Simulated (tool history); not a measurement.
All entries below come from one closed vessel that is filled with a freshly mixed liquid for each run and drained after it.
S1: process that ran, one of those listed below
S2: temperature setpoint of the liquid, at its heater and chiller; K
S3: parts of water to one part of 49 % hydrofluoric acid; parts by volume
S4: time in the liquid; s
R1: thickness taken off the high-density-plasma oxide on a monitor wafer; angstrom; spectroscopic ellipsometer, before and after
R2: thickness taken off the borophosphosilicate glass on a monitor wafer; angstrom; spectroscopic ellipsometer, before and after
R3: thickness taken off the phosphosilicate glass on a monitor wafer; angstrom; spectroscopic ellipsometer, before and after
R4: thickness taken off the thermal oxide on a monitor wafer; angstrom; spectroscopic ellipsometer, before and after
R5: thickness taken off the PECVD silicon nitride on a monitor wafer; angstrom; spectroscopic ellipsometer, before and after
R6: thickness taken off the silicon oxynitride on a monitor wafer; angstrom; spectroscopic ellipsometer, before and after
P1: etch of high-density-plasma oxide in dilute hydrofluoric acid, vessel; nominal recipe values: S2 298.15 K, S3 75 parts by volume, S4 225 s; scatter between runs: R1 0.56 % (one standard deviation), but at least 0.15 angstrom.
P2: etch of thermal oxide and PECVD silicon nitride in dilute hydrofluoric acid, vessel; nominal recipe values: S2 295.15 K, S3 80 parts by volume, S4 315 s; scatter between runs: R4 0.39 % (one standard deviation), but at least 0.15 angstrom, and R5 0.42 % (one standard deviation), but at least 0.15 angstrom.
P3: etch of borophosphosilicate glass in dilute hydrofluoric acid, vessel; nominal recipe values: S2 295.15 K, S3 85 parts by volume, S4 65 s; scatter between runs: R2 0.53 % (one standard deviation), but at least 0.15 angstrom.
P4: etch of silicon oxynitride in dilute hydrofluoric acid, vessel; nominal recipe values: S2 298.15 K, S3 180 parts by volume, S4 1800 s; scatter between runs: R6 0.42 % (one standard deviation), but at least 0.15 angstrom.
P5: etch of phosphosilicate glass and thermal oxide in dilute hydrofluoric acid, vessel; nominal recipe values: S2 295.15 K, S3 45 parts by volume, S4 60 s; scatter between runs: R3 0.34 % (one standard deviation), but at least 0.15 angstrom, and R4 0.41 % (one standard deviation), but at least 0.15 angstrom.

run   hour  S1      S2   S3    S4        R1      R2       R3       R4      R5        R6
  1   15.9  P1  298.15   75   225   370.180
  2   30.8  P3  295.15   30    65            656.03
  3   44.1  P5  295.15   45    60                     907.38   61.633
  4   60.2  P1  298.15   75   425   698.830
  5   72.9  P1  298.15   75    45    73.606
  6   88.6  P5  295.15   70    60                     561.93   38.690
  7   97.3  P1  298.15   75   225   370.660
  8  107.0  P2  295.15   80   475                             267.080  184.10
  9  119.7  P4  304.15  180  1800                                              183.4300
 10  129.4  P1  298.15   35   400  1491.000
 11  143.2  P3  295.15   85   130            431.87
 12  153.3  P5  295.15   45    60                     904.36   61.449
 13  161.6  P3  295.15   85    65            215.17
 14  176.8  P1  298.15   75   225   369.250
 15  188.9  P1  298.15   75   225   368.220
 16  202.4  P4  298.15  180  1800                                              142.0900
 17  212.4  P5  299.15   45    60                    1069.10   73.099
 18  227.1  P1  298.15  140   225   183.860
 19  236.8  P2  300.65   80   315                             221.180  176.63
 20  250.5  P1  298.15   20   225  1487.400
 21  258.4  P3  295.15   85    65            215.84
     259.0  -- thermometer replaced
 22  265.4  P5  295.15   45   120                    1822.40  122.580
 23  273.3  P4  298.15  325  1800                                               70.3330
 24  280.4  P4  298.15  180  1800                                              140.1400
 25  294.3  P1  306.15   75   225   504.630
 26  304.4  P4  298.15  180    90                                                7.0584
 27  316.7  P2  295.15   80   315                             177.500  121.88
 28  324.7  P2  295.15   20   315                             761.720  467.76
 29  340.3  P3  301.15   85    65            275.45
 30  348.9  P1  292.15   75   225   288.190
 31  362.7  P1  298.15   75   225   367.800
 32  376.8  P1  298.15   75   225   383.250
 33  392.3  P1  298.15   75   225   387.350
 34  399.5  P1  298.15   75   225   389.820
 35  412.2  P1  298.15   75   225   397.400
 36  423.5  P1  298.15   75   225   398.460
 37  430.7  P1  298.15   75   225   399.140
 38  445.5  P1  298.15   75   225   397.070
 39  460.6  P1  298.15   75   225   401.860
 40  476.1  P1  298.15   75   225   400.580

P1 has crept away from where it was. The log is fitted equally well by each of these 2 causes, at the sizes shown:
A: hydrofluoric acid flow above the setpoint (%) = 7.92
B: liquid hotter than its thermometer reads (K) = 2.11
The creep began at about hour 362.7.

The check runs listed below each take one wafer, and their results are still question marks. Under which run would the listed causes lead to clearly different results?
check 1  491.6  P5  295.15   60   110           ?   ?
check 2  491.6  P2  295.15   20   315               ?   ?
check 3  491.6  P4  298.15  305  1800                       ?
check 4  491.6  P3  300.15   45    65       ?

What each check would give under each cause:
  check  result     if A     if B
check 1      R3  1325.00  1331.80
check 1      R4   90.254   90.721
check 2      R4  825.090  834.590
check 2      R5   504.13   542.39
check 3      R6  83.2390  82.8310
check 4      R2   573.37   575.41
Minimum pairwise separation of causes per check, each pair taken at its best-separating result: check 1 0.52 %; check 2 7.31 %; check 3 0.49 %; check 4 0.36 %
Only in check 2 would the causes give clearly different results; in the remaining checks their results would be nearly the same.

Here is what check 2 returned: R4 837.260 angstrom; R5 544.39 angstrom. Which cause is it?

It was cause B: liquid hotter than its thermometer reads (K).
